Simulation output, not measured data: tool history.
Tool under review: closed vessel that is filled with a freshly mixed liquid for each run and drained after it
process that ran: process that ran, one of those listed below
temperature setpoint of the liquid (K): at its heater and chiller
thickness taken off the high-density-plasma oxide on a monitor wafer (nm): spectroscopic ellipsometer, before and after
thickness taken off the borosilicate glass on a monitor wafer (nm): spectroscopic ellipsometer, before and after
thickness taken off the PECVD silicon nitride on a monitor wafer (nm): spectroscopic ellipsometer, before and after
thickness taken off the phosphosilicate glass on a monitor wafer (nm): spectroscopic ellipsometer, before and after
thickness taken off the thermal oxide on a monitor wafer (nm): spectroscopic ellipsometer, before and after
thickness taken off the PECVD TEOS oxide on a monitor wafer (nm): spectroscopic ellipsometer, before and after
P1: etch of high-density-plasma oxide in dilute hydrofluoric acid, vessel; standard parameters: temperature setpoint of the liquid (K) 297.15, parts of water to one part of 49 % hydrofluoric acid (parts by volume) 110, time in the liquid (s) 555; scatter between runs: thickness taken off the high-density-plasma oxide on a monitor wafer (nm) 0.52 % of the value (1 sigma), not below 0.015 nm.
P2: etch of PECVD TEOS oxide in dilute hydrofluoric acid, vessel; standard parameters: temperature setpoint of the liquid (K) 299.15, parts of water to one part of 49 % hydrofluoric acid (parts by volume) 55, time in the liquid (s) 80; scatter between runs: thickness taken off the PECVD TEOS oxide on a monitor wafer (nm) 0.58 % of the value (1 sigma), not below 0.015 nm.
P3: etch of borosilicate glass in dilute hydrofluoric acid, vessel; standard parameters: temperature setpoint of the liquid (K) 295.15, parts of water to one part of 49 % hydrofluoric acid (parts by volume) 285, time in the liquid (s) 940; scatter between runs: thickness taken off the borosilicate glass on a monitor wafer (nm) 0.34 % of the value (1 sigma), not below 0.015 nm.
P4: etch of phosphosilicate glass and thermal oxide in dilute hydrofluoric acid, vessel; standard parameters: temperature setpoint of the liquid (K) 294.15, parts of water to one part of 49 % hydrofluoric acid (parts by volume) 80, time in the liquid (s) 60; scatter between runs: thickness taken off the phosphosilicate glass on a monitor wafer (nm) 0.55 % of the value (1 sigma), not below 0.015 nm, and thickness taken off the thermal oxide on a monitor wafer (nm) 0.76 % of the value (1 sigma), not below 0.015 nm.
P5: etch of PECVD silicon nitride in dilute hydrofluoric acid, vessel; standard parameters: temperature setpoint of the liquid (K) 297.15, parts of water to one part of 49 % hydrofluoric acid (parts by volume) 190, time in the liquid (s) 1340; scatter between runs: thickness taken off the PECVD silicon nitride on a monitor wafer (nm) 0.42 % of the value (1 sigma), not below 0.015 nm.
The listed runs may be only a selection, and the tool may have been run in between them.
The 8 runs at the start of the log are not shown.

| run | hour | process that ran | temperature setpoint of the liquid (K) | parts of water to one part of 49 % hydrofluoric acid (parts by volume) | time in the liquid (s) | hours since the thermometer was replaced | hours since the hydrofluoric acid flow meter was replaced | thickness taken off the high-density-plasma oxide on a monitor wafer (nm) | thickness taken off the borosilicate glass on a monitor wafer (nm) | thickness taken off the PECVD silicon nitride on a monitor wafer (nm) | thickness taken off the phosphosilicate glass on a monitor wafer (nm) | thickness taken off the thermal oxide on a monitor wafer (nm) | thickness taken off the PECVD TEOS oxide on a monitor wafer (nm) |
|---|---|---|---|---|---|---|---|---|---|---|---|---|---|
| 9 | 112.4 | P1 | 297.15 | 110 | 200 | 390.3 | 1712.3 | 15.273 |  |  |  |  |  |
| 10 | 126.1 | P5 | 297.15 | 115 | 1340 | 404 | 1726 |  |  | 20.385 |  |  |  |
| 11 | 143.8 | P4 | 294.15 | 130 | 60 | 421.7 | 1743.7 |  |  |  | 50.716 | 2.0275 |  |
| 12 | 160.3 | P2 | 299.15 | 55 | 30 | 438.2 | 1760.2 |  |  |  |  |  | 13.884 |
| 13 | 174.4 | P1 | 297.15 | 110 | 555 | 452.3 | 1774.3 | 42.817 |  |  |  |  |  |
| 14 | 183.1 | P3 | 295.15 | 285 | 940 | 461 | 1783 |  | 59.911 |  |  |  |  |
| 15 | 199.5 | P4 | 302.15 | 80 | 60 | 477.4 | 1799.4 |  |  |  | 119.1 | 4.8093 |  |
| 16 | 212.4 | P4 | 294.15 | 80 | 60 | 490.3 | 1812.3 |  |  |  | 86.596 | 3.5372 |  |
| 17 | 220.6 | P1 | 297.15 | 110 | 815 | 498.5 | 1820.5 | 62.849 |  |  |  |  |  |
| 18 | 233 | P5 | 297.15 | 190 | 1340 | 510.9 | 1832.9 |  |  | 12.429 |  |  |  |
| 19 | 250 | P4 | 294.15 | 80 | 60 | 527.9 | 1849.9 |  |  |  | 86.158 | 3.5646 |  |
| 20 | 258 | P3 | 290.15 | 285 | 940 | 535.9 | 1857.9 |  | 49.863 |  |  |  |  |
| 21 | 271.8 | P1 | 297.15 | 195 | 555 | 549.7 | 1871.7 | 22.011 |  |  |  |  |  |
| 22 | 284.3 | P1 | 297.15 | 20 | 555 | 562.2 | 1884.2 | 263.89 |  |  |  |  |  |
| 23 | 300.2 | P1 | 300.65 | 110 | 275 | 578.1 | 1900.1 | 24.32 |  |  |  |  |  |
| 24 | 316.1 | P2 | 299.15 | 55 | 80 | 594 | 1916 |  |  |  |  |  | 37.268 |
| 25 | 332.4 | P1 | 297.15 | 110 | 555 | 610.3 | 1932.3 | 42.378 |  |  |  |  |  |
| 26 | 343.4 | P5 | 297.15 | 190 | 2320 | 621.3 | 1943.3 |  |  | 21.449 |  |  |  |
| 27 | 357.6 | P1 | 291.15 | 110 | 555 | 635.5 | 1957.5 | 33.654 |  |  |  |  |  |
| 28 | 368.8 | P4 | 294.15 | 80 | 30 | 646.7 | 1968.7 |  |  |  | 43.175 | 1.7328 |  |
| 29 | 380.7 | P2 | 293.15 | 55 | 80 | 658.6 | 1980.6 |  |  |  |  |  | 28.626 |

Expected results for the next run?
| 30 | 396.2 | P5 | 290.15 | 190 | 1340 | 674.1 | 1996.1 |  |  | ? |  |  |  |

{"run 30": {"thickness taken off the PECVD silicon nitride on a monitor wafer (nm)": 7.8202}}
